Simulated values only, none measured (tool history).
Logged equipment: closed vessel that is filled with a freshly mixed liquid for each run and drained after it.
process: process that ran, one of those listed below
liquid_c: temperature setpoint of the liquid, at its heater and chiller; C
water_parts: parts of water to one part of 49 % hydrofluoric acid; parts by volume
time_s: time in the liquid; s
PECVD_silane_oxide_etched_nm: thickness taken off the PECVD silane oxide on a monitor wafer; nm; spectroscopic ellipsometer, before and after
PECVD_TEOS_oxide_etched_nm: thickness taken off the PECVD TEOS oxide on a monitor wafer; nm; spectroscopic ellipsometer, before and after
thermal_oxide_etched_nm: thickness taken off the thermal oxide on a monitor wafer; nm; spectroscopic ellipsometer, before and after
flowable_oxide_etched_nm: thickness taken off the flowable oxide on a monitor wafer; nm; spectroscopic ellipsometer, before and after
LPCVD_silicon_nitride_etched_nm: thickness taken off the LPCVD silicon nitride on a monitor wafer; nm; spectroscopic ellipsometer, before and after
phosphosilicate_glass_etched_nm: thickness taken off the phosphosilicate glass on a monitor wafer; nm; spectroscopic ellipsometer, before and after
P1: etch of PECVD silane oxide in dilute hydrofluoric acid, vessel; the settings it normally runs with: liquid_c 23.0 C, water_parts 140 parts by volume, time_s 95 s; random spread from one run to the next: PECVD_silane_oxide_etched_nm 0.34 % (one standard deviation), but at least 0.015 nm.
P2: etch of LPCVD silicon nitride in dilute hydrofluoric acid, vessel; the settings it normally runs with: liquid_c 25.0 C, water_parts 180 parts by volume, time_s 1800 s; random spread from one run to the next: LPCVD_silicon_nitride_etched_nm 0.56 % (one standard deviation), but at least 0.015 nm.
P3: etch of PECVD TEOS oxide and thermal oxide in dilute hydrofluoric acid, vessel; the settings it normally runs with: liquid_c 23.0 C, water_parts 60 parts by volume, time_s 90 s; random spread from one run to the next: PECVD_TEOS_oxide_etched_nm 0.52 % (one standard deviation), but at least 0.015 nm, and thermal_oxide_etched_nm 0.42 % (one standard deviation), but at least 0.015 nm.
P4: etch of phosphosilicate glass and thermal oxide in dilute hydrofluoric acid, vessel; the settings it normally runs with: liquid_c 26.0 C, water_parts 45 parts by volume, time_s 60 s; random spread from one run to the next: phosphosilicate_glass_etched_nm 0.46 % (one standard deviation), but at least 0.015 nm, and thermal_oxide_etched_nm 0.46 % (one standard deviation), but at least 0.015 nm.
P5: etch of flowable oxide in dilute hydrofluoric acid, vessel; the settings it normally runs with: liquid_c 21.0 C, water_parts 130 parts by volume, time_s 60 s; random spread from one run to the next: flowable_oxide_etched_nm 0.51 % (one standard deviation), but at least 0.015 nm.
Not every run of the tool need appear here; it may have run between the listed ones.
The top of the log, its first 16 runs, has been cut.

| run | hour | process | liquid_c | water_parts | time_s | PECVD_silane_oxide_etched_nm | PECVD_TEOS_oxide_etched_nm | thermal_oxide_etched_nm | flowable_oxide_etched_nm | LPCVD_silicon_nitride_etched_nm | phosphosilicate_glass_etched_nm |
|---|---|---|---|---|---|---|---|---|---|---|---|
| 17 | 240.5 | P2 | 25.0 | 180 | 1800 |  |  |  |  | 5.2807 |  |
| 18 | 259.9 | P4 | 26.0 | 45 | 105 |  |  | 12.3290 |  |  | 316.59 |
| 19 | 277.6 | P1 | 23.0 | 230 | 95 | 8.5021 |  |  |  |  |  |
| 20 | 295.8 | P1 | 19.0 | 140 | 95 | 13.1980 |  |  |  |  |  |
| 21 | 314.9 | P1 | 27.0 | 245 | 95 | 9.0160 |  |  |  |  |  |
| 22 | 333.8 | P3 | 23.0 | 60 | 170 |  | 71.055 | 12.6230 |  |  |  |
| 23 | 347.9 | P1 | 23.0 | 140 | 30 | 4.8256 |  |  |  |  |  |
| 24 | 357.4 | P1 | 23.0 | 140 | 150 | 24.3050 |  |  |  |  |  |
| 25 | 373.8 | P4 | 26.0 | 65 | 60 |  |  | 4.7229 |  |  | 122.04 |
| 26 | 384.9 | P3 | 17.0 | 60 | 90 |  | 29.626 | 5.1805 |  |  |  |
| 27 | 397.3 | P3 | 23.0 | 60 | 90 |  | 37.609 | 6.7292 |  |  |  |
| 28 | 414.7 | P4 | 26.0 | 45 | 60 |  |  | 6.9966 |  |  | 182.59 |
| 29 | 433.2 | P1 | 23.0 | 140 | 95 | 15.3540 |  |  |  |  |  |
| 30 | 452.0 | P1 | 23.0 | 140 | 95 | 15.3560 |  |  |  |  |  |

Estimate the outcome of run 31 from the log above:
| 31 | 468.9 | P1 | 23.0 | 140 | 95 | ? |  |  |  |  |  |

PECVD_silane_oxide_etched_nm: 15.8350 nm
